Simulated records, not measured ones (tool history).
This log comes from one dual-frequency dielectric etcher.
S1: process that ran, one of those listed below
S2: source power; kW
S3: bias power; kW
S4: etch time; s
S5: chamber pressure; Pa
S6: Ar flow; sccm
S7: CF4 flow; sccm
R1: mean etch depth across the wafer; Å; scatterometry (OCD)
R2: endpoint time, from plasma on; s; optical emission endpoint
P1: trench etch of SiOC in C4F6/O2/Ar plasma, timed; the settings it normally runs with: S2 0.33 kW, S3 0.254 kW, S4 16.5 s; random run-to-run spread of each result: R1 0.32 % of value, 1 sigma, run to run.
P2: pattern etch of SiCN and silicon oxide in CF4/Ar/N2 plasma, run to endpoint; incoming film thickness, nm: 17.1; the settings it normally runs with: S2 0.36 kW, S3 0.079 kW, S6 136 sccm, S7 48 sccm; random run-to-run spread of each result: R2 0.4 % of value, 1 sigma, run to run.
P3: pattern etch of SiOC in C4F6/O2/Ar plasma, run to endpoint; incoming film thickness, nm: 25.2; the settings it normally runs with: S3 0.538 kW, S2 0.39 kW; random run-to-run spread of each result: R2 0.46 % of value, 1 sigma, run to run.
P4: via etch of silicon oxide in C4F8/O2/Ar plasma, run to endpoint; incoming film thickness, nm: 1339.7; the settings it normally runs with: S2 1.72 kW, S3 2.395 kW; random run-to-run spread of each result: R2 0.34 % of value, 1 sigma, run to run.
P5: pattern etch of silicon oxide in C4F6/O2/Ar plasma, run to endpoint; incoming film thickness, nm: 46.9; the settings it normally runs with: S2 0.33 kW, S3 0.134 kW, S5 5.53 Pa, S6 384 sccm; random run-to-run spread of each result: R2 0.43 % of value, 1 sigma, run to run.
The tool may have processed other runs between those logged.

run 1 hour=10.9 | S1=P1 S2=0.33 S3=0.254 S4=16.5 | R1=355.2
run 2 hour=16.5 | S1=P5 S2=0.33 S3=0.134 S5=5.53 S6=384 | R2=18.65
run 3 hour=22.7 | S1=P2 S2=0.36 S3=0.079 S6=136 S7=48 | R2=26.016
run 4 hour=29 | S1=P4 S2=1.07 S3=2.395 | R2=322.04
run 5 hour=39.4 | S1=P5 S2=0.33 S3=0.077 S5=5.53 S6=384 | R2=21.716
run 6 hour=50.5 | S1=P2 S2=0.44 S3=0.079 S6=136 S7=48 | R2=21.819
run 7 hour=60.4 | S1=P1 S2=0.24 S3=0.16 S4=16.5 | R1=268.31
run 8 hour=71 | S1=P2 S2=0.36 S3=0.107 S6=136 S7=48 | R2=22.937
run 9 hour=79.4 | S1=P1 S2=0.33 S3=0.254 S4=10 | R1=215.5
run 10 hour=86.8 | S1=P5 S2=0.33 S3=0.134 S5=5.53 S6=384 | R2=18.521
run 11 hour=93.1 | S1=P1 S2=0.33 S3=0.254 S4=25 | R1=537.14
run 12 hour=99.6 | S1=P1 S2=0.44 S3=0.254 S4=16.5 | R1=398.29
run 13 hour=109.3 | S1=P5 S2=0.33 S3=0.134 S5=7.33 S6=384 | R2=19.183
-- hour=110.9 wet clean of the chamber
run 14 hour=115.3 | S1=P5 S2=0.43 S3=0.134 S5=5.53 S6=384 | R2=16.766
run 15 hour=120.6 | S1=P2 S2=0.36 S3=0.079 S6=136 S7=48 | R2=25.886
run 16 hour=130.2 | S1=P2 S2=0.36 S3=0.079 S6=181 S7=48 | R2=27.235
run 17 hour=135.9 | S1=P4 S2=1.72 S3=2.395 | R2=269.02
run 18 hour=142.6 | S1=P1 S2=0.24 S3=0.254 S4=16.5 | R1=315.42
run 19 hour=151.8 | S1=P1 S2=0.22 S3=0.186 S4=16.5 | R1=274.51
run 20 hour=157 | S1=P3 S2=0.39 S3=0.538 | R2=8.3881
run 21 hour=167.5 | S1=P3 S2=0.39 S3=0.32 | R2=10.134
run 22 hour=175.5 | S1=P2 S2=0.36 S3=0.079 S6=136 S7=67 | R2=24.836
run 23 hour=184.2 | S1=P1 S2=0.33 S3=0.254 S4=16.5 | R1=355.1
run 24 hour=193.1 | S1=P3 S2=0.39 S3=0.538 | R2=8.341
run 25 hour=198.7 | S1=P3 S2=0.47 S3=0.538 | R2=7.8626
run 26 hour=209 | S1=P1 S2=0.33 S3=0.309 S4=16.5 | R1=380.03
-- hour=213.7 source power generator calibrated
run 27 hour=214.6 | S1=P4 S2=1.72 S3=1.417 | R2=311.12
run 28 hour=222.3 | S1=P1 S2=0.33 S3=0.328 S4=23 | R1=542.17
run 29 hour=227.7 | S1=P1 S2=0.33 S3=0.16 S4=16.5 | R1=304.5
run 30 hour=235.5 | S1=P1 S2=0.33 S3=0.254 S4=16.5 | R1=353.88
run 31 hour=240.9 | S1=P4 S2=1.72 S3=2.395 | R2=269.39
run 32 hour=249.5 | S1=P1 S2=0.33 S3=0.254 S4=16.5 | R1=356.38
run 33 hour=255.7 | S1=P1 S2=0.33 S3=0.254 S4=16.5 | R1=356.09
run 34 hour=261.7 | S1=P5 S2=0.33 S3=0.134 S5=5.53 S6=271 | R2=17.905
run 35 hour=268.3 | S1=P1 S2=0.33 S3=0.254 S4=16.5 | R1=355.01
run 36 hour=278.9 | S1=P1 S2=0.33 S3=0.254 S4=16.5 | R1=352.17
run 37 hour=288.5 | S1=P1 S2=0.33 S3=0.254 S4=16.5 | R1=353.88
run 38 hour=298.7 | S1=P1 S2=0.33 S3=0.254 S4=16.5 | R1=350.82
run 39 hour=307.3 | S1=P1 S2=0.33 S3=0.254 S4=16.5 | R1=349.51
-- hour=315.7 wet clean of the chamber
run 40 hour=317.3 | S1=P1 S2=0.33 S3=0.254 S4=16.5 | R1=349.47
run 41 hour=325.9 | S1=P1 S2=0.33 S3=0.254 S4=16.5 | R1=350.6
run 42 hour=332.2 | S1=P1 S2=0.33 S3=0.254 S4=16.5 | R1=350.44
run 43 hour=339.9 | S1=P1 S2=0.33 S3=0.254 S4=16.5 | R1=351.02

Run 44 is up next; what results do you expect?
run 44 hour=347.2 | S1=P1 S2=0.33 S3=0.254 S4=16.5 | R1=?

R1: 348.29 Å
